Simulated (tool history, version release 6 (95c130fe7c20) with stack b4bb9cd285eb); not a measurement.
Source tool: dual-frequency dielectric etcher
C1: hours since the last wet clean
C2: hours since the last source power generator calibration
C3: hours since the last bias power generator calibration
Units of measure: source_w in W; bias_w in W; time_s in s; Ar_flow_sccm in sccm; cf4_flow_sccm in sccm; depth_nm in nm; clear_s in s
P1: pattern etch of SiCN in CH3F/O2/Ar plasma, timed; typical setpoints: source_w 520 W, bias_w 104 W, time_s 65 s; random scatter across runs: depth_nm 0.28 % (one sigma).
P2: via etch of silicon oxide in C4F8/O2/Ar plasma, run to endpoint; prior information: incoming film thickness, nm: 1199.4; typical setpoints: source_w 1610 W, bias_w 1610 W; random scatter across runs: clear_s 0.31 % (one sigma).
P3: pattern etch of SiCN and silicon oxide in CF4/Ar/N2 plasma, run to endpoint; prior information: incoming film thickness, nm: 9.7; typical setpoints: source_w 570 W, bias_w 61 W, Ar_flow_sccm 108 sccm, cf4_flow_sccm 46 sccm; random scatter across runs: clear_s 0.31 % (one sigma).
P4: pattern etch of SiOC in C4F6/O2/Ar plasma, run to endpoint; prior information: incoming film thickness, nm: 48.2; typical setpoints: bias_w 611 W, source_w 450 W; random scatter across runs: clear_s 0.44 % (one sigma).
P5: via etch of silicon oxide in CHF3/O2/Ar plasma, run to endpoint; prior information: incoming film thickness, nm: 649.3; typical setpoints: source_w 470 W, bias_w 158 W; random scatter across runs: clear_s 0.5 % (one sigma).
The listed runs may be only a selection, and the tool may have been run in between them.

run 1 hour=7.4 | process=P1 source_w=520 bias_w=104 time_s=65 | C1=62.2 C2=1205.9 C3=1848.1 | depth_nm=31.355
run 2 hour=22.1 | process=P1 source_w=520 bias_w=104 time_s=65 | C1=76.9 C2=1220.6 C3=1862.8 | depth_nm=31.189
run 3 hour=30.6 | process=P5 source_w=470 bias_w=158 | C1=85.4 C2=1229.1 C3=1871.3 | clear_s=385.38
run 4 hour=37.2 | process=P1 source_w=520 bias_w=125 time_s=65 | C1=92 C2=1235.7 C3=1877.9 | depth_nm=33.485
run 5 hour=50.4 | process=P2 source_w=2240 bias_w=1610 | C1=105.2 C2=1248.9 C3=1891.1 | clear_s=234.71
run 6 hour=62.2 | process=P1 source_w=520 bias_w=104 time_s=90 | C1=117 C2=1260.7 C3=1902.9 | depth_nm=43.346
run 7 hour=72.9 | process=P3 source_w=570 bias_w=79 Ar_flow_sccm=108 cf4_flow_sccm=46 | C1=127.7 C2=1271.4 C3=1913.6 | clear_s=9.4373
run 8 hour=84.9 | process=P1 source_w=520 bias_w=85 time_s=65 | C1=139.7 C2=1283.4 C3=1925.6 | depth_nm=28.989
run 9 hour=93.1 | process=P3 source_w=570 bias_w=61 Ar_flow_sccm=108 cf4_flow_sccm=46 | C1=147.9 C2=1291.6 C3=1933.8 | clear_s=10.337
run 10 hour=106.6 | process=P1 source_w=520 bias_w=104 time_s=65 | C1=161.4 C2=1305.1 C3=1947.3 | depth_nm=31.019
run 11 hour=116.6 | process=P5 source_w=470 bias_w=98 | C1=171.4 C2=1315.1 C3=1957.3 | clear_s=445.42
run 12 hour=129.4 | process=P4 source_w=330 bias_w=611 | C1=184.2 C2=1327.9 C3=1970.1 | clear_s=16.204
run 13 hour=137.2 | process=P1 source_w=520 bias_w=104 time_s=65 | C1=192 C2=1335.7 C3=1977.9 | depth_nm=31.291
run 14 hour=144 | process=P2 source_w=1610 bias_w=1610 | C1=198.8 C2=1342.5 C3=1984.7 | clear_s=269.92
run 15 hour=153.4 | process=P1 source_w=520 bias_w=66 time_s=38 | C1=208.2 C2=1351.9 C3=1994.1 | depth_nm=15.56
run 16 hour=162.4 | process=P3 source_w=570 bias_w=61 Ar_flow_sccm=108 cf4_flow_sccm=46 | C1=217.2 C2=1360.9 C3=2003.1 | clear_s=10.312
run 17 hour=172.1 | process=P1 source_w=650 bias_w=104 time_s=65 | C1=226.9 C2=1370.6 C3=2012.8 | depth_nm=33.981
run 18 hour=182.4 | process=P3 source_w=570 bias_w=61 Ar_flow_sccm=81 cf4_flow_sccm=46 | C1=237.2 C2=1380.9 C3=2023.1 | clear_s=9.7725
run 19 hour=195.4 | process=P3 source_w=570 bias_w=61 Ar_flow_sccm=108 cf4_flow_sccm=61 | C1=250.2 C2=1393.9 C3=2036.1 | clear_s=9.7932
run 20 hour=209.8 | process=P2 source_w=1610 bias_w=2145 | C1=264.6 C2=1408.3 C3=2050.5 | clear_s=248.83
run 21 hour=218.7 | process=P4 source_w=450 bias_w=611 | C1=273.5 C2=1417.2 C3=2059.4 | clear_s=14.622
run 22 hour=226.9 | process=P1 source_w=520 bias_w=104 time_s=36 | C1=281.7 C2=1425.4 C3=2067.6 | depth_nm=17.223
run 23 hour=238.8 | process=P1 source_w=650 bias_w=73 time_s=65 | C1=293.6 C2=1437.3 C3=2079.5 | depth_nm=29.972
-- hour=241.4 bias power generator calibrated
run 24 hour=252.7 | process=P4 source_w=450 bias_w=736 | C1=307.5 C2=1451.2 C3=11.4 | clear_s=13.457
run 25 hour=265.6 | process=P1 source_w=300 bias_w=104 time_s=65 | C1=320.4 C2=1464.1 C3=24.3 | depth_nm=25.441
run 26 hour=278.8 | process=P1 source_w=520 bias_w=104 time_s=65 | C1=333.6 C2=1477.3 C3=37.5 | depth_nm=31.149
run 27 hour=287.7 | process=P5 source_w=340 bias_w=158 | C1=342.5 C2=1486.2 C3=46.4 | clear_s=433.56
run 28 hour=295.8 | process=P3 source_w=710 bias_w=61 Ar_flow_sccm=108 cf4_flow_sccm=46 | C1=350.6 C2=1494.3 C3=54.5 | clear_s=8.4672
run 29 hour=307.9 | process=P1 source_w=520 bias_w=104 time_s=65 | C1=362.7 C2=1506.4 C3=66.6 | depth_nm=31.206
run 30 hour=321 | process=P1 source_w=520 bias_w=104 time_s=65 | C1=375.8 C2=1519.5 C3=79.7 | depth_nm=31.057
run 31 hour=328.6 | process=P1 source_w=520 bias_w=104 time_s=65 | C1=383.4 C2=1527.1 C3=87.3 | depth_nm=31.032
run 32 hour=335.9 | process=P1 source_w=520 bias_w=104 time_s=65 | C1=390.7 C2=1534.4 C3=94.6 | depth_nm=30.967
run 33 hour=344.2 | process=P1 source_w=520 bias_w=104 time_s=65 | C1=399 C2=1542.7 C3=102.9 | depth_nm=30.901
-- hour=349 wet clean of the chamber
run 34 hour=353.4 | process=P1 source_w=520 bias_w=104 time_s=65 | C1=4.5 C2=1551.9 C3=112.1 | depth_nm=30.943
run 35 hour=364.1 | process=P1 source_w=520 bias_w=104 time_s=65 | C1=15.2 C2=1562.6 C3=122.8 | depth_nm=30.89
run 36 hour=373.6 | process=P1 source_w=520 bias_w=104 time_s=65 | C1=24.7 C2=1572.1 C3=132.3 | depth_nm=30.87
run 37 hour=385.6 | process=P1 source_w=520 bias_w=104 time_s=65 | C1=36.7 C2=1584.1 C3=144.3 | depth_nm=30.73
run 38 hour=396.3 | process=P1 source_w=520 bias_w=104 time_s=65 | C1=47.4 C2=1594.8 C3=155 | depth_nm=30.746
run 39 hour=406 | process=P1 source_w=520 bias_w=104 time_s=65 | C1=57.1 C2=1604.5 C3=164.7 | depth_nm=30.829
run 40 hour=414.4 | process=P1 source_w=520 bias_w=104 time_s=65 | C1=65.5 C2=1612.9 C3=173.1 | depth_nm=30.722

P1 has crept away from where it was. The log is fitted equally well by each of these 2 causes, at the sizes shown:
A: bias power that arrives under what is set, % = 3.7
B: source power that arrives under what is set, % = 3.73
Onset of the creep was near hour 307.9.
Excluded causes, each with its reason:
chamber walls in a state that lowers the etch rate, %: serviced at hour 349, after the change had begun; the process did not return to its earlier output

You are offered 4 check runs, listed below with question marks in place of their results; each one averages 2 wafers. Which run separates the listed causes by giving clearly different results for each?
run check 1 hour=422.8 | process=P4 source_w=450 bias_w=611 | clear_s=?
run check 2 hour=422.8 | process=P3 source_w=570 bias_w=61 Ar_flow_sccm=108 cf4_flow_sccm=46 | clear_s=?
run check 3 hour=422.8 | process=P5 source_w=470 bias_w=158 | clear_s=?
run check 4 hour=422.8 | process=P2 source_w=1610 bias_w=1610 | clear_s=?

Outcome of each check run for each possible cause:
check=check_1 result=clear_s if_A=14.733 if_B=14.727
check=check_2 result=clear_s if_A=10.421 if_B=10.635
check=check_3 result=clear_s if_A=387.82 if_B=388.62
check=check_4 result=clear_s if_A=272.05 if_B=273.39
Separation of the two closest causes in each check, using whichever result separates them best: check 1 0.04 %; check 2 2.04 %; check 3 0.21 %; check 4 0.49 %
Check 2 tells the causes apart: in the others they would give nearly the same result.

Check 2 was carried out, with these results: clear_s 10.403 s. Which of the listed causes is responsible?

The cause is A: bias power that arrives under what is set, %.

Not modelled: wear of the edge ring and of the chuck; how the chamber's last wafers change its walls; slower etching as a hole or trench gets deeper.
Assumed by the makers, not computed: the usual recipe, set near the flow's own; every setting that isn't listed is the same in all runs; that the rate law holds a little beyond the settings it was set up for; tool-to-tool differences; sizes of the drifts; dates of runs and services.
